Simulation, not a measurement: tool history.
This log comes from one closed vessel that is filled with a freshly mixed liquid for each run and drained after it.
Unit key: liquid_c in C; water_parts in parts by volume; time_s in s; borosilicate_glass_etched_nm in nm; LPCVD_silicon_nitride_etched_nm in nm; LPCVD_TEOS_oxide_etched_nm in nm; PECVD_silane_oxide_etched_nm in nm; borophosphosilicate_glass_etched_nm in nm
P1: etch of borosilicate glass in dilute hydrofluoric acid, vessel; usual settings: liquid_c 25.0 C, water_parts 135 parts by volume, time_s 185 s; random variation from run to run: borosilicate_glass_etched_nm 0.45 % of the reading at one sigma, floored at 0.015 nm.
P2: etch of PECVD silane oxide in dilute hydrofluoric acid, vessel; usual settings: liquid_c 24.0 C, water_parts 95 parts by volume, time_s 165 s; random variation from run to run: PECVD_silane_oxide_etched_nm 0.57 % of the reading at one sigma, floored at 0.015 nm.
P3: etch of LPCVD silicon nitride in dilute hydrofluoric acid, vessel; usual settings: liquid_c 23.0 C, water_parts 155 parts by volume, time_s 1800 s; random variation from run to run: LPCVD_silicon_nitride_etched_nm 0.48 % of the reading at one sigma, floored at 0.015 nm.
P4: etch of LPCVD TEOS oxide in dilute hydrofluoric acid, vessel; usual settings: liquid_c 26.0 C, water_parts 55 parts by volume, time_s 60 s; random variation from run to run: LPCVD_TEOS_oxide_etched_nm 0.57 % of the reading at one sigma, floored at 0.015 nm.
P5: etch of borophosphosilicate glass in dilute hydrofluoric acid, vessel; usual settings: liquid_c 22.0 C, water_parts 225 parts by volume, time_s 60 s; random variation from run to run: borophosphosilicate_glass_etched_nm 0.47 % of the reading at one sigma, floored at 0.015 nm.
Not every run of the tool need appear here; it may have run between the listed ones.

run	hour	process	liquid_c	water_parts	time_s	hours since the thermometer was replaced	hours since the hydrofluoric acid flow meter was replaced	borosilicate_glass_etched_nm	LPCVD_silicon_nitride_etched_nm	LPCVD_TEOS_oxide_etched_nm	PECVD_silane_oxide_etched_nm	borophosphosilicate_glass_etched_nm
1	5.8	P1	25.0	135	185	1137.9	192.4	40.569				
2	8.7	P3	23.0	155	1800	1140.8	195.3		5.4026			
3	12.9	P4	26.0	80	60	1145.0	199.5			14.216		
4	16.6	P1	25.0	135	185	1148.7	203.2	40.612				
5	20.9	P2	24.0	95	165	1153.0	207.5				26.185	
6	26.5	P5	27.0	225	60	1158.6	213.1					8.2624
7	31.6	P2	24.0	160	165	1163.7	218.2				14.493	
8	35.0	P2	24.0	95	75	1167.1	221.6				12.114	
9	39.3	P1	25.0	135	185	1171.4	225.9	40.605				
10	43.7	P4	26.0	55	60	1175.8	230.3			21.259		
11	49.5	P1	25.0	135	340	1181.6	236.1	74.023				
12	52.8	P1	25.0	135	185	1184.9	239.4	40.857				
13	57.8	P4	26.0	55	115	1189.9	244.4			40.981		
14	61.6	P1	32.0	135	185	1193.7	248.2	52.835				
15	65.2	P1	25.0	135	185	1197.3	251.8	40.757				
16	68.8	P1	25.0	70	185	1200.9	255.4	84.727				
17	73.0	P2	29.0	95	165	1205.1	259.6				32.290	
18	76.4	P4	21.0	55	60	1208.5	263.0			17.460		
# hour 81.7: hydrofluoric acid flow meter replaced
19	81.7	P1	25.0	215	185	1213.8	0.1	23.354				
20	84.4	P1	29.0	135	55	1216.5	2.8	13.986				
21	88.4	P1	21.5	185	185	1220.5	6.8	24.457				
22	92.7	P3	23.0	25	1800	1224.8	11.1		32.0640			

Expected results for the next run?
23	97.1	P5	22.0	110	60	1229.2	15.5					?

Run 23 yielded borophosphosilicate_glass_etched_nm 15.9100 nm.

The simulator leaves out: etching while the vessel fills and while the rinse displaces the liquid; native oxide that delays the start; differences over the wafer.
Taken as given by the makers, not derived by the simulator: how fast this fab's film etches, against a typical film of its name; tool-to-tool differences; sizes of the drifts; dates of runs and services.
